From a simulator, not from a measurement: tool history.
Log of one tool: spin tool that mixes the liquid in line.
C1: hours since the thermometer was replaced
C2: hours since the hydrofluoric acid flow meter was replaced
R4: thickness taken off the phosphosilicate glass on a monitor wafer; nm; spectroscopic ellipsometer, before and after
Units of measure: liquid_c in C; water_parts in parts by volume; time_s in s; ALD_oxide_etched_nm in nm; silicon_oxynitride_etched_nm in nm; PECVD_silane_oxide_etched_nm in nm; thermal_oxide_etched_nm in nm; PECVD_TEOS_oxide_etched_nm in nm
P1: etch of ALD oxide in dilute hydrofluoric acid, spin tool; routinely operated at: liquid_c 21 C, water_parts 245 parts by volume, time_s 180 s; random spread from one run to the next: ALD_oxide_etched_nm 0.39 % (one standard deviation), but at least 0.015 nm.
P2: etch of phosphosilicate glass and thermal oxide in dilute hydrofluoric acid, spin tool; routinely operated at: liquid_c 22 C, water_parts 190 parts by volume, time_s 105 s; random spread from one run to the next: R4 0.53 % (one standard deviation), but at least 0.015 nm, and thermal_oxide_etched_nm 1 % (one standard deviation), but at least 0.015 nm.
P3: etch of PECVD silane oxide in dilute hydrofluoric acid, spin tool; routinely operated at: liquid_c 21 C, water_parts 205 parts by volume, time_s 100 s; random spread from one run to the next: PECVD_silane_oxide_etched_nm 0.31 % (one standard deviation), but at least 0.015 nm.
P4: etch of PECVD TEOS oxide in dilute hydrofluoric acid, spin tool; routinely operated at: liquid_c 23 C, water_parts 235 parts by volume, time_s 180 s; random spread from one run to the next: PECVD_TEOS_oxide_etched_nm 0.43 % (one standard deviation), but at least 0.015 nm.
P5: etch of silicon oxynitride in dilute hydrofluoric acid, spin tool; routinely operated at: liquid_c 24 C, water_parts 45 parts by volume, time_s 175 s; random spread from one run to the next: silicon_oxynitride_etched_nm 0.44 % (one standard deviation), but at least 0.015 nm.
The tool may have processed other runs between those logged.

{"run": 1, "hour": 13.8, "process": "P1", "liquid_c": 21, "water_parts": 245, "time_s": 180, "C1": 651.8, "C2": 199.2, "ALD_oxide_etched_nm": 14.778}
{"run": 2, "hour": 29.3, "process": "P5", "liquid_c": 24, "water_parts": 65, "time_s": 175, "C1": 667.3, "C2": 214.7, "silicon_oxynitride_etched_nm": 12.681}
{"run": 3, "hour": 38.5, "process": "P3", "liquid_c": 27, "water_parts": 205, "time_s": 100, "C1": 676.5, "C2": 223.9, "PECVD_silane_oxide_etched_nm": 18.881}
{"run": 4, "hour": 52.4, "process": "P2", "liquid_c": 22, "water_parts": 320, "time_s": 105, "C1": 690.4, "C2": 237.8, "R4": 27.542, "thermal_oxide_etched_nm": 1.055}
{"run": 5, "hour": 67.5, "process": "P1", "liquid_c": 21, "water_parts": 245, "time_s": 180, "C1": 705.5, "C2": 252.9, "ALD_oxide_etched_nm": 14.588}
{"run": 6, "hour": 79.4, "process": "P1", "liquid_c": 25, "water_parts": 245, "time_s": 180, "C1": 717.4, "C2": 264.8, "ALD_oxide_etched_nm": 16.948}
{"run": 7, "hour": 93.4, "process": "P5", "liquid_c": 18, "water_parts": 45, "time_s": 175, "C1": 731.4, "C2": 278.8, "silicon_oxynitride_etched_nm": 13.724}
{"run": 8, "hour": 109.9, "process": "P1", "liquid_c": 21, "water_parts": 245, "time_s": 180, "C1": 747.9, "C2": 295.3, "ALD_oxide_etched_nm": 14.691}
{"run": 9, "hour": 119.5, "process": "P4", "liquid_c": 17, "water_parts": 235, "time_s": 180, "C1": 757.5, "C2": 304.9, "PECVD_TEOS_oxide_etched_nm": 4.2832}
{"run": 10, "hour": 127.4, "process": "P1", "liquid_c": 21, "water_parts": 245, "time_s": 45, "C1": 765.4, "C2": 312.8, "ALD_oxide_etched_nm": 3.6493}
{"run": 11, "hour": 140.0, "process": "P3", "liquid_c": 21, "water_parts": 125, "time_s": 100, "C1": 778.0, "C2": 325.4, "PECVD_silane_oxide_etched_nm": 27.085}
{"run": 12, "hour": 149.3, "process": "P3", "liquid_c": 21, "water_parts": 205, "time_s": 15, "C1": 787.3, "C2": 334.7, "PECVD_silane_oxide_etched_nm": 2.2898}
{"run": 13, "hour": 156.9, "process": "P1", "liquid_c": 21, "water_parts": 245, "time_s": 180, "C1": 794.9, "C2": 342.3, "ALD_oxide_etched_nm": 14.688}
{"run": 14, "hour": 164.6, "process": "P1", "liquid_c": 17, "water_parts": 245, "time_s": 85, "C1": 802.6, "C2": 350.0, "ALD_oxide_etched_nm": 5.9616}
{"run": 15, "hour": 172.5, "process": "P5", "liquid_c": 24, "water_parts": 45, "time_s": 175, "C1": 810.5, "C2": 357.9, "silicon_oxynitride_etched_nm": 18.642}
{"run": 16, "hour": 182.3, "process": "P1", "liquid_c": 17, "water_parts": 245, "time_s": 180, "C1": 820.3, "C2": 367.7, "ALD_oxide_etched_nm": 12.597}
{"run": 17, "hour": 194.5, "process": "P5", "liquid_c": 24, "water_parts": 45, "time_s": 175, "C1": 832.5, "C2": 379.9, "silicon_oxynitride_etched_nm": 18.767}
{"hour": 198.6, "done": "hydrofluoric acid flow meter replaced"}
{"run": 18, "hour": 208.4, "process": "P2", "liquid_c": 17, "water_parts": 190, "time_s": 105, "C1": 846.4, "C2": 9.8, "R4": 43.571, "thermal_oxide_etched_nm": 1.762}
{"run": 19, "hour": 224.9, "process": "P1", "liquid_c": 21, "water_parts": 245, "time_s": 180, "C1": 862.9, "C2": 26.3, "ALD_oxide_etched_nm": 14.687}
{"run": 20, "hour": 234.6, "process": "P1", "liquid_c": 21, "water_parts": 245, "time_s": 180, "C1": 872.6, "C2": 36.0, "ALD_oxide_etched_nm": 14.708}
{"run": 21, "hour": 249.8, "process": "P1", "liquid_c": 21, "water_parts": 420, "time_s": 180, "C1": 887.8, "C2": 51.2, "ALD_oxide_etched_nm": 7.3409}
{"run": 22, "hour": 263.9, "process": "P4", "liquid_c": 23, "water_parts": 235, "time_s": 180, "C1": 901.9, "C2": 65.3, "PECVD_TEOS_oxide_etched_nm": 5.3561}
{"run": 23, "hour": 274.4, "process": "P3", "liquid_c": 21, "water_parts": 205, "time_s": 100, "C1": 912.4, "C2": 75.8, "PECVD_silane_oxide_etched_nm": 15.207}
{"run": 24, "hour": 285.7, "process": "P5", "liquid_c": 24, "water_parts": 45, "time_s": 335, "C1": 923.7, "C2": 87.1, "silicon_oxynitride_etched_nm": 35.624}
{"run": 25, "hour": 300.0, "process": "P4", "liquid_c": 23, "water_parts": 235, "time_s": 180, "C1": 938.0, "C2": 101.4, "PECVD_TEOS_oxide_etched_nm": 5.3761}
{"run": 26, "hour": 308.4, "process": "P2", "liquid_c": 22, "water_parts": 190, "time_s": 20, "C1": 946.4, "C2": 109.8, "R4": 9.9566, "thermal_oxide_etched_nm": 0.38892}
{"run": 27, "hour": 323.9, "process": "P4", "liquid_c": 23, "water_parts": 235, "time_s": 295, "C1": 961.9, "C2": 125.3, "PECVD_TEOS_oxide_etched_nm": 8.8867}
{"run": 28, "hour": 332.3, "process": "P1", "liquid_c": 21, "water_parts": 145, "time_s": 180, "C1": 970.3, "C2": 133.7, "ALD_oxide_etched_nm": 27.452}
{"run": 29, "hour": 342.8, "process": "P1", "liquid_c": 21, "water_parts": 245, "time_s": 345, "C1": 980.8, "C2": 144.2, "ALD_oxide_etched_nm": 28.197}
{"run": 30, "hour": 354.5, "process": "P2", "liquid_c": 22, "water_parts": 190, "time_s": 105, "C1": 992.5, "C2": 155.9, "R4": 52.385, "thermal_oxide_etched_nm": 2.1121}
{"run": 31, "hour": 370.1, "process": "P4", "liquid_c": 23, "water_parts": 35, "time_s": 180, "C1": 1008.1, "C2": 171.5, "PECVD_TEOS_oxide_etched_nm": 45.594}
{"run": 32, "hour": 380.3, "process": "P1", "liquid_c": 21, "water_parts": 245, "time_s": 180, "C1": 1018.3, "C2": 181.7, "ALD_oxide_etched_nm": 14.669}
{"run": 33, "hour": 392.7, "process": "P1", "liquid_c": 21, "water_parts": 245, "time_s": 180, "C1": 1030.7, "C2": 194.1, "ALD_oxide_etched_nm": 15.088}
{"run": 34, "hour": 404.9, "process": "P1", "liquid_c": 21, "water_parts": 245, "time_s": 180, "C1": 1042.9, "C2": 206.3, "ALD_oxide_etched_nm": 15.321}
{"run": 35, "hour": 420.6, "process": "P1", "liquid_c": 21, "water_parts": 245, "time_s": 180, "C1": 1058.6, "C2": 222.0, "ALD_oxide_etched_nm": 15.689}
{"run": 36, "hour": 433.5, "process": "P1", "liquid_c": 21, "water_parts": 245, "time_s": 180, "C1": 1071.5, "C2": 234.9, "ALD_oxide_etched_nm": 15.739}
{"run": 37, "hour": 446.1, "process": "P1", "liquid_c": 21, "water_parts": 245, "time_s": 180, "C1": 1084.1, "C2": 247.5, "ALD_oxide_etched_nm": 15.793}
{"run": 38, "hour": 461.2, "process": "P1", "liquid_c": 21, "water_parts": 245, "time_s": 180, "C1": 1099.2, "C2": 262.6, "ALD_oxide_etched_nm": 15.922}
{"run": 39, "hour": 471.6, "process": "P1", "liquid_c": 21, "water_parts": 245, "time_s": 180, "C1": 1109.6, "C2": 273.0, "ALD_oxide_etched_nm": 15.855}
{"run": 40, "hour": 481.3, "process": "P1", "liquid_c": 21, "water_parts": 245, "time_s": 180, "C1": 1119.3, "C2": 282.7, "ALD_oxide_etched_nm": 15.765}
{"run": 41, "hour": 492.8, "process": "P1", "liquid_c": 21, "water_parts": 245, "time_s": 180, "C1": 1130.8, "C2": 294.2, "ALD_oxide_etched_nm": 15.748}

The output of P1 has drifted from where it used to be. Each of the 2 causes below, taken at the size shown beside it, accounts for the log equally well:
A: liquid hotter than its thermometer reads (K) = 2.02
B: hydrofluoric acid flow above the setpoint (%) = 6.21
The drift started at roughly hour 380.3.

Of the 4 check runs listed below, each run on one wafer and each result written as a question mark, which would let you distinguish the listed causes because they would give clearly different results?
{"run": "check 1", "hour": 504.3, "process": "P5", "liquid_c": 24, "water_parts": 45, "time_s": 175, "silicon_oxynitride_etched_nm": "?"}
{"run": "check 2", "hour": 504.3, "process": "P2", "liquid_c": 22, "water_parts": 190, "time_s": 105, "R4": "?", "thermal_oxide_etched_nm": "?"}
{"run": "check 3", "hour": 504.3, "process": "P3", "liquid_c": 21, "water_parts": 205, "time_s": 100, "PECVD_silane_oxide_etched_nm": "?"}
{"run": "check 4", "hour": 504.3, "process": "P4", "liquid_c": 23, "water_parts": 235, "time_s": 180, "PECVD_TEOS_oxide_etched_nm": "?"}

Check results expected under each cause:
check=check_1 result=silicon_oxynitride_etched_nm if_A=20.574 if_B=19.849
check=check_2 result=R4 if_A=56.6160 if_B=56.3840
check=check_2 result=thermal_oxide_etched_nm if_A=2.27210 if_B=2.26280
check=check_3 result=PECVD_silane_oxide_etched_nm if_A=16.3640 if_B=16.3020
check=check_4 result=PECVD_TEOS_oxide_etched_nm if_A=5.8056 if_B=5.8130
Separation of the two closest causes in each check, using whichever result separates them best: check 1 3.58 %; check 2 0.41 %; check 3 0.38 %; check 4 0.13 %
Check 1 tells the causes apart: in the others they would give nearly the same result.

Then check 1 was run and gave: silicon_oxynitride_etched_nm 19.813 nm. Which cause is it?

It is B: hydrofluoric acid flow above the setpoint (%).
